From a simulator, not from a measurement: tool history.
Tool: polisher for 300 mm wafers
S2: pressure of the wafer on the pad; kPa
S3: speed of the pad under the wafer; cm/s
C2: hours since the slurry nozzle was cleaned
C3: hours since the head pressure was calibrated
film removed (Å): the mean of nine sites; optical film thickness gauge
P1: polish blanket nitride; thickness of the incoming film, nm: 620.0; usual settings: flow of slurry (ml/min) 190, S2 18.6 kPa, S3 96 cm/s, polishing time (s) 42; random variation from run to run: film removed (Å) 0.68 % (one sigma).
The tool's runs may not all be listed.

run 1 day=0.496 | flow_of_slurry_(ml/min)=190 S2=18.6 S3=96 polishing_time_(s)=42 | wafers_polished_on_this_pad=653 C2=224.2 C3=760.8 | film_removed_(Å)=485.44
run 2 day=0.971 | flow_of_slurry_(ml/min)=190 S2=9.0 S3=64 polishing_time_(s)=42 | wafers_polished_on_this_pad=746 C2=235.6 C3=772.2 | film_removed_(Å)=166.49
run 3 day=1.358 | flow_of_slurry_(ml/min)=290 S2=18.6 S3=96 polishing_time_(s)=42 | wafers_polished_on_this_pad=823 C2=244.9 C3=781.5 | film_removed_(Å)=507.01
run 4 day=1.842 | flow_of_slurry_(ml/min)=190 S2=18.6 S3=96 polishing_time_(s)=19 | wafers_polished_on_this_pad=918 C2=256.5 C3=793.1 | film_removed_(Å)=219.19
-- day=2.075 worn pad replaced by a new one
run 5 day=2.208 | flow_of_slurry_(ml/min)=115 S2=18.6 S3=96 polishing_time_(s)=42 | wafers_polished_on_this_pad=26 C2=265.3 C3=801.9 | film_removed_(Å)=443.64
run 6 day=2.675 | flow_of_slurry_(ml/min)=190 S2=18.6 S3=96 polishing_time_(s)=42 | wafers_polished_on_this_pad=118 C2=276.5 C3=813.1 | film_removed_(Å)=478.46
run 7 day=2.979 | flow_of_slurry_(ml/min)=190 S2=18.6 S3=138 polishing_time_(s)=42 | wafers_polished_on_this_pad=178 C2=283.8 C3=820.4 | film_removed_(Å)=642.33
run 8 day=3.312 | flow_of_slurry_(ml/min)=190 S2=18.6 S3=96 polishing_time_(s)=42 | wafers_polished_on_this_pad=244 C2=291.8 C3=828.4 | film_removed_(Å)=480.44
run 9 day=3.588 | flow_of_slurry_(ml/min)=190 S2=18.6 S3=96 polishing_time_(s)=60 | wafers_polished_on_this_pad=298 C2=298.4 C3=835.0 | film_removed_(Å)=686.40
run 10 day=4.021 | flow_of_slurry_(ml/min)=190 S2=18.6 S3=58 polishing_time_(s)=62 | wafers_polished_on_this_pad=383 C2=308.8 C3=845.4 | film_removed_(Å)=472.03
run 11 day=4.304 | flow_of_slurry_(ml/min)=190 S2=9.0 S3=96 polishing_time_(s)=42 | wafers_polished_on_this_pad=439 C2=315.6 C3=852.2 | film_removed_(Å)=230.08
run 12 day=4.662 | flow_of_slurry_(ml/min)=190 S2=18.6 S3=96 polishing_time_(s)=42 | wafers_polished_on_this_pad=510 C2=324.2 C3=860.8 | film_removed_(Å)=476.99

Forecast run 13:
run 13 day=5.125 | flow_of_slurry_(ml/min)=190 S2=26.2 S3=96 polishing_time_(s)=42 | wafers_polished_on_this_pad=601 C2=335.3 C3=871.9 | film_removed_(Å)=?

Run 13 gave film removed (Å) 682.33.

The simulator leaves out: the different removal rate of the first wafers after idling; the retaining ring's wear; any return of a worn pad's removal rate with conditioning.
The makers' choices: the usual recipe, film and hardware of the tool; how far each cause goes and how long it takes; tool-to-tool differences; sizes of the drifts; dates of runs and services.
